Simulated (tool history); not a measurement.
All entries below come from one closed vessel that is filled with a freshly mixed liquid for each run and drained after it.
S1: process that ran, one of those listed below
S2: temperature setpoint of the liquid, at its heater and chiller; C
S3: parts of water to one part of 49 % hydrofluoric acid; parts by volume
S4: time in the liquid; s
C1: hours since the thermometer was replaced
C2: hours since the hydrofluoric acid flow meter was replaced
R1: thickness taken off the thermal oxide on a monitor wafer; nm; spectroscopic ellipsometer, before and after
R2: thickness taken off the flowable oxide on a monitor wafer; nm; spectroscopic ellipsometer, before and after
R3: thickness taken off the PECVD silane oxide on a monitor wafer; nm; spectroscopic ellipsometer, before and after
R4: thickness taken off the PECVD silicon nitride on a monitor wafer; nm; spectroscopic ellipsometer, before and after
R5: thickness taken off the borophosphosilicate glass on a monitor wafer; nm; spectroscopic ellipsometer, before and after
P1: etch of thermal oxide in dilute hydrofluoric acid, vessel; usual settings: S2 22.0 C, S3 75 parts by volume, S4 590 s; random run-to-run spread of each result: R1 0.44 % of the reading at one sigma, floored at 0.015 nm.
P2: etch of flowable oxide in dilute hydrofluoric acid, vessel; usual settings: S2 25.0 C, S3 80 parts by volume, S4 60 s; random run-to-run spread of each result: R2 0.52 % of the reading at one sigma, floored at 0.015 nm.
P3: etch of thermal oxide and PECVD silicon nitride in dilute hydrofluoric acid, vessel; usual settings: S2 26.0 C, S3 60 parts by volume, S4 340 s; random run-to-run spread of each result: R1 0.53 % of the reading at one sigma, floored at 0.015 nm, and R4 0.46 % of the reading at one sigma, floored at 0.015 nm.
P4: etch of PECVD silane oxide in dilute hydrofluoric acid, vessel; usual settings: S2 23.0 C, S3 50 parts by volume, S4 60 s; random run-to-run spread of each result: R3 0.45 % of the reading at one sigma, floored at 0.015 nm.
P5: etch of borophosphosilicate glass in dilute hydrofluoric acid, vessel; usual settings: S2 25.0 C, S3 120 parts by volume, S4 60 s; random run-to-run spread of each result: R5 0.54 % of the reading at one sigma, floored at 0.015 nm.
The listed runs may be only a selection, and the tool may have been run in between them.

run   hour  S1    S2   S3   S4     C1     C2      R1      R2      R3       R4      R5
  1    4.3  P1  22.0   75  590  181.3  186.6  36.829
  2    9.3  P2  25.0  135   60  186.3  191.6          12.633
  3   15.1  P1  22.0   75  850  192.1  197.4  53.703
  4   19.7  P4  23.0   50   60  196.7  202.0                  36.296
  5   24.1  P3  26.0   60  165  201.1  206.4  15.495                   5.3504
  6   29.5  P3  26.0   60  340  206.5  211.8  31.949                  10.9640
  7   32.7  P1  22.0   75  590  209.7  215.0  37.007
  8   38.0  P5  25.0  120   60  215.0  220.3                                   21.522
  9   40.9  P4  23.0   50   60  217.9  223.2                  36.534
 10   44.6  P2  20.5   80   60  221.6  226.9          19.168
 11   48.0  P1  22.0   75  590  225.0  230.3  36.957
 12   50.8  P4  23.0   25   60  227.8  233.1                  75.450
 13   54.7  P5  25.0  120   30  231.7  237.0                                   10.919
 14   59.7  P1  22.0  125  345  236.7  242.0  12.271
 15   63.9  P1  17.0   25  590  240.9  246.2  94.987
 16   67.9  P1  26.5   75  590  244.9  250.2  44.521
 17   73.7  P1  22.0   75  590  250.7  256.0  37.299
 18   79.5  P5  25.0  215   60  256.5  261.8                                   10.843
 19   83.9  P4  18.0   50   60  260.9  266.2                  29.416
 20   87.4  P1  22.0   75  275  264.4  269.7  17.214
 21   90.4  P2  25.0   80   60  267.4  272.7          23.170
 22   94.6  P5  25.0  120   60  271.6  276.9                                   21.859
 23  100.1  P1  22.0   40  590  277.1  282.4  72.504
 24  105.9  P1  22.0  120  590  282.9  288.2  21.968
 25  108.6  P5  29.0  120   60  285.6  290.9                                   24.957
 26  112.8  P1  22.0   75  590  289.8  295.1  37.098
 27  117.2  P3  26.0  105  340  294.2  299.5  17.381                   6.3317
 28  120.4  P4  23.0   50   30  297.4  302.7                  18.349
 29  123.0  P3  30.0   60  340  300.0  305.3  37.617                  14.2070
 30  126.9  P2  25.0   80   90  303.9  309.2          34.474
 31  131.0  P1  18.0   75  590  308.0  313.3  31.037
 32  136.4  P1  22.0   75  590  313.4  318.7  37.033
 33  140.7  P1  26.0   75  980  317.7  323.0  72.609
 34  145.1  P1  22.0   75  590  322.1  327.4  37.085
 35  149.0  P1  22.0   75  590  326.0  331.3  36.008

Run 36 is up next; what results do you expect?
 36  152.1  P1  22.0  75  590  329.1  334.4   ?

Run 36 measured R1 35.665 nm.
